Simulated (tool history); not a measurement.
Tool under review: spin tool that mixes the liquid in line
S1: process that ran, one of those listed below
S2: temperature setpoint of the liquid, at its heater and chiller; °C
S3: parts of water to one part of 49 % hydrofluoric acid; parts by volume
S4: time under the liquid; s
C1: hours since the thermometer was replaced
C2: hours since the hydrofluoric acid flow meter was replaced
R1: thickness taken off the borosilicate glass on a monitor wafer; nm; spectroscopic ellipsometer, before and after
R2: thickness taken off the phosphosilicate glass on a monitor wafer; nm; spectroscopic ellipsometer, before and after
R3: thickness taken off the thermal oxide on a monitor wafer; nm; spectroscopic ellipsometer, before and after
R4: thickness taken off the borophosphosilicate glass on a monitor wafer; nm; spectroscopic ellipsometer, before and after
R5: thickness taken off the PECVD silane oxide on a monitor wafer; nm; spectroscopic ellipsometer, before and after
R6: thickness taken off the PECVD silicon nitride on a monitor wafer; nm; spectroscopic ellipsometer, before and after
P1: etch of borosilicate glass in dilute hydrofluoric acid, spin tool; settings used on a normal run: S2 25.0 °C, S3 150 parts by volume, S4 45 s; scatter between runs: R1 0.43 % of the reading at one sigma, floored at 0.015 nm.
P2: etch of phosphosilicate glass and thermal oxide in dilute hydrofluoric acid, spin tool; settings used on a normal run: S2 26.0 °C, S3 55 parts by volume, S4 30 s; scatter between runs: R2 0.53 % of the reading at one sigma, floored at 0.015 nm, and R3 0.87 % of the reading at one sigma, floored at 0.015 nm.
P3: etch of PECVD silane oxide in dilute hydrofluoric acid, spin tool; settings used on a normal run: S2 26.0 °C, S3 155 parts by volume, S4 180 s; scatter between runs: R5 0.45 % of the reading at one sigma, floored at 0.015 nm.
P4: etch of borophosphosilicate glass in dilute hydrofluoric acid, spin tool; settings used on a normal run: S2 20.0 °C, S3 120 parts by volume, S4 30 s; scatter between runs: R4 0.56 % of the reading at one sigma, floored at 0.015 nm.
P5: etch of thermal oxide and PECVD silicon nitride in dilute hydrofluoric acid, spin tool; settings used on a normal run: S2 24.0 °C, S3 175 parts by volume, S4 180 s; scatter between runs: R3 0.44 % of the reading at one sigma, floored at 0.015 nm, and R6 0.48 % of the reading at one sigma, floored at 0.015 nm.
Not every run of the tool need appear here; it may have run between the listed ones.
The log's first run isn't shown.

run   hour  S1    S2   S3   S4      C1     C2       R1      R2      R3       R4      R5       R6
  2    9.3  P2  26.0   55   30  1374.4  524.7           38.741  2.9707
  3   14.0  P1  25.0  150   45  1379.1  529.4  11.2780
  4   17.2  P2  21.5   55   30  1382.3  532.6           31.801  2.5292
  5   21.1  P4  20.0  210   30  1386.2  536.5                            7.6163
  6   26.1  P4  20.0  120   30  1391.2  541.5                           14.6580
  7   28.9  P3  26.0   90  180  1394.0  544.3                                    44.587
  8   32.9  P4  20.0  120   30  1398.0  548.3                           14.8700
  9   35.9  P1  25.0  150   45  1401.0  551.3  11.3310
 10   40.0  P3  20.0  155  180  1405.1  555.4                                    18.847
 11   43.4  P1  25.0  150   45  1408.5  558.8  11.4390
 12   46.5  P1  25.0  150   15  1411.6  561.9   3.7508
 13   50.2  P1  20.5  150   45  1415.3  565.6   9.5229
 14   55.5  P1  25.0  235   45  1420.6  570.9   6.5934
 15   58.7  P3  26.0  155  180  1423.8  574.1                                    23.861
      60.0  -- hydrofluoric acid flow meter replaced
 16   64.2  P3  26.0  155  295  1429.3    4.2                                    39.496
 17   69.3  P2  26.0   55   55  1434.4    9.3           69.694  5.5553
 18   72.4  P5  24.0   90  180  1437.5   12.4                   9.7144                   11.2620
 19   75.7  P1  25.0   90   45  1440.8   15.7  20.2900
 20   81.2  P4  25.0  120   30  1446.3   21.2                           17.9330
 21   85.0  P4  20.0  120   15  1450.1   25.0                            7.3325
 22   90.3  P5  24.0  175  180  1455.4   30.3                   4.5179                    5.7733
 23   94.7  P1  25.0  150   75  1459.8   34.7  18.9270
 24   97.6  P1  31.0  150   45  1462.7   37.6  14.0440
 25  101.8  P2  26.0   85   30  1466.9   41.8           23.801  1.9053

What will run 26 give?
 26  106.0  P2  26.0  55  30  1471.1  46.0       ?   ?

R2: 38.253 nm
R3: 2.9835 nm
